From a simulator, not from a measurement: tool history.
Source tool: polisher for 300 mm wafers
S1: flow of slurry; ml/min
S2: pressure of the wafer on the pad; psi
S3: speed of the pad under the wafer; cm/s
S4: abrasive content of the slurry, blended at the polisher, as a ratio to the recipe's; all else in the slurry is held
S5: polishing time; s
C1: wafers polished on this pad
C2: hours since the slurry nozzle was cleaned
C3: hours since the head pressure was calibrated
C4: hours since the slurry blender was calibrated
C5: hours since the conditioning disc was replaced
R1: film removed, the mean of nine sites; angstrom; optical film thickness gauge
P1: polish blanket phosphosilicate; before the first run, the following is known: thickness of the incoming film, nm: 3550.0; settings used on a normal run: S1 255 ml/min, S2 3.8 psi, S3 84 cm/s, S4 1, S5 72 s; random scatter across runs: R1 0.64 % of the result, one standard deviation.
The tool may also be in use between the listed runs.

run	hour	S1	S2	S3	S4	S5	C1	C2	C3	C4	C5	R1
1	11.7	255	3.8	84	1	72	177	184	303.8	97.8	150.6	6151.5
2	20.8	255	3.8	84	1	72	253	193.1	312.9	106.9	159.7	6148
3	34.8	255	3.8	84	1	98	372	207.1	326.9	120.9	173.7	8369.3
4	42.4	255	3.8	38	1	72	436	214.7	334.5	128.5	181.3	3251.1
5	57.7	255	3.8	108	1	72	565	230	349.8	143.8	196.6	7525.2
6	68.8	255	3.8	84	1	72	659	241.1	360.9	154.9	207.7	6147.8
# hour 76.6: conditioning disc replaced and pad reconditioned
7	84.3	360	3.8	84	1	72	790	256.6	376.4	170.4	7.7	6292.2
8	96.6	255	3.8	84	0.65	34	894	268.9	388.7	182.7	20	2346.2
9	105.7	155	3.8	84	1	72	971	278	397.8	191.8	29.1	5749.8
10	115.4	255	3.8	84	1	49	1053	287.7	407.5	201.5	38.8	4217
# hour 128.1: worn pad replaced by a new one
11	130.9	255	3.8	84	0.55	72	23	303.2	423	217	54.3	4481
12	143.2	255	3.8	84	1	72	127	315.5	435.3	229.3	66.6	6121.6
13	150.9	255	5.9	84	1	72	192	323.2	443	237	74.3	9549.7
14	165.7	355	3.8	84	1	46	317	338	457.8	251.8	89.1	4118.5
15	175.7	255	3.8	84	1.45	72	402	348	467.8	261.8	99.1	7223.9
16	186.9	255	3.8	84	1	72	496	359.2	479	273	110.3	6187
17	196.2	255	1.8	84	1	72	575	368.5	488.3	282.3	119.6	2923.6
18	206.1	255	3.8	84	1	72	659	378.4	498.2	292.2	129.5	6182.8
19	216.4	255	3.8	84	1	72	746	388.7	508.5	302.5	139.8	6043.4
20	229.2	255	3.8	84	1	72	854	401.5	521.3	315.3	152.6	5838.4
21	239.5	255	3.8	84	1	72	941	411.8	531.6	325.6	162.9	5765.6
22	255.5	255	3.8	84	1	72	1076	427.8	547.6	341.6	178.9	5633.7

The next listed run, before its measurement:
# hour 255.7: slurry nozzle cleaned
# hour 262.8: conditioning disc replaced and pad reconditioned
23	269.5	255	3.8	84	1	72	1194	13.9	561.6	355.6	6.7	?

R1: 5670.4 angstrom
